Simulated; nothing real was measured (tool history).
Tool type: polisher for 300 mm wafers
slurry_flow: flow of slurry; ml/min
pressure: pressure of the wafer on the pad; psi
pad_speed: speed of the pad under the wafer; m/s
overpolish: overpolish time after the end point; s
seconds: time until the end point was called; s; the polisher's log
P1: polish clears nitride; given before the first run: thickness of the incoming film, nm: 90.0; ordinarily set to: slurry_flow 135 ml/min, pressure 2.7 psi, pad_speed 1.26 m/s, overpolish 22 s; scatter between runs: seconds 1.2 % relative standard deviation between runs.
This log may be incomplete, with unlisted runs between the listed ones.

| run | hour | slurry_flow | pressure | pad_speed | overpolish | wafers polished on this pad | hours since the slurry nozzle was cleaned | hours since the head pressure was calibrated | seconds |
|---|---|---|---|---|---|---|---|---|---|
| 1 | 6.8 | 135 | 2.7 | 1.26 | 22 | 332 | 501.1 | 761 | 68.066 |
| 2 | 15.5 | 80 | 2.7 | 1.26 | 22 | 393 | 509.8 | 769.7 | 76.766 |
| 3 | 23.2 | 175 | 2.7 | 1.92 | 22 | 448 | 517.5 | 777.4 | 42.206 |
| 4 | 28.7 | 135 | 3.5 | 1.26 | 22 | 487 | 523 | 782.9 | 51.7 |
| 5 | 35.9 | 90 | 2.7 | 0.98 | 22 | 538 | 530.2 | 790.1 | 96.766 |
| 6 | 41.4 | 135 | 2.7 | 1.26 | 22 | 577 | 535.7 | 795.6 | 67.791 |
| 7 | 51.1 | 135 | 2.7 | 1.26 | 22 | 645 | 545.4 | 805.3 | 66.634 |
| 8 | 61.1 | 135 | 2.7 | 1.26 | 42 | 716 | 555.4 | 815.3 | 68.516 |
|  | 67.5 | slurry nozzle cleaned |
| 9 | 71.8 | 135 | 2.7 | 1.26 | 7 | 792 | 4.3 | 826 | 67.248 |
| 10 | 77.5 | 135 | 2.7 | 1.94 | 22 | 832 | 10 | 831.7 | 44.362 |
| 11 | 84.9 | 200 | 2.7 | 1.26 | 22 | 885 | 17.4 | 839.1 | 64.47 |
| 12 | 93.2 | 85 | 1.8 | 1.26 | 22 | 943 | 25.7 | 847.4 | 113 |
| 13 | 103.5 | 135 | 2.7 | 0.76 | 22 | 1016 | 36 | 857.7 | 111.45 |
| 14 | 112.6 | 135 | 2.7 | 1.26 | 22 | 1081 | 45.1 | 866.8 | 67.44 |
| 15 | 120.5 | 135 | 2.7 | 1.26 | 22 | 1137 | 53 | 874.7 | 67.402 |
| 16 | 127.1 | 135 | 1.3 | 1.26 | 22 | 1183 | 59.6 | 881.3 | 141.96 |
| 17 | 134 | 135 | 2.7 | 1.26 | 22 | 1232 | 66.5 | 888.2 | 66.108 |
| 18 | 143.2 | 135 | 2.7 | 1.26 | 22 | 1297 | 75.7 | 897.4 | 68.272 |
| 19 | 151 | 135 | 2.7 | 1.26 | 22 | 1352 | 83.5 | 905.2 | 69.856 |
| 20 | 159.6 | 135 | 2.7 | 1.26 | 22 | 1413 | 92.1 | 913.8 | 71.003 |
| 21 | 165.3 | 135 | 2.7 | 1.26 | 22 | 1454 | 97.8 | 919.5 | 69.628 |
| 22 | 171.1 | 135 | 2.7 | 1.26 | 22 | 1495 | 103.6 | 925.3 | 73.966 |
| 23 | 181.8 | 135 | 2.7 | 1.26 | 22 | 1570 | 114.3 | 936 | 71.795 |
| 24 | 190.6 | 135 | 2.7 | 1.26 | 22 | 1633 | 123.1 | 944.8 | 71.921 |
|  | 194.7 | head pressure recalibrated |
| 25 | 201.2 | 135 | 2.7 | 1.26 | 22 | 1708 | 133.7 | 6.6 | 72.063 |
| 26 | 207.1 | 135 | 2.7 | 1.26 | 22 | 1750 | 139.6 | 12.5 | 72.649 |
| 27 | 216.8 | 135 | 2.7 | 1.26 | 22 | 1818 | 149.3 | 22.2 | 73.739 |
| 28 | 223.7 | 135 | 2.7 | 1.26 | 22 | 1867 | 156.2 | 29.1 | 72.162 |

Something has made what P1 gives creep away from where it was; the 2 causes below, each at its own stated size, fit the log equally well:
A: slurry flow missing at the pad, % = 29.2
B: removal rate lost through wear of the pad, % = 7.42
The gradual shift began around hour 134.
Each remaining cause and why it is not a fit:
head's pressure below its setpoint, %: its service at hour 194.7 followed the start of the drift and did not put the process back to its old value

The list below offers 4 check runs, each averaging the results of 5 wafers, and shows each result as a question mark. For which of them would the listed causes give clearly different results?
| check 1 | 230.6 | 135 | 2.7 | 1.26 | 42 |  |  |  | ? |
| check 2 | 230.6 | 80 | 2.7 | 1.66 | 22 |  |  |  | ? |
| check 3 | 230.6 | 135 | 2.7 | 1.86 | 13 |  |  |  | ? |
| check 4 | 230.6 | 135 | 1.9 | 1.9 | 22 |  |  |  | ? |

How each check would come out, cause by cause:
| check | result | if A | if B |
|---|---|---|---|
| check 1 | seconds | 72.879 | 72.875 |
| check 2 | seconds | 65.627 | 62.81 |
| check 3 | seconds | 49.37 | 49.367 |
| check 4 | seconds | 68.68 | 68.676 |
Distance between the nearest two causes, measured in the result of the check that separates them most: check 1 0.01 %; check 2 4.39 %; check 3 0.01 %; check 4 0.01 %
Only check 2 tells the causes apart: in the others they would give nearly the same result.

After running check 2, the following was obtained: seconds 62.876 s. Which cause does this point to?

The correct cause is B, namely: removal rate lost through wear of the pad, %.
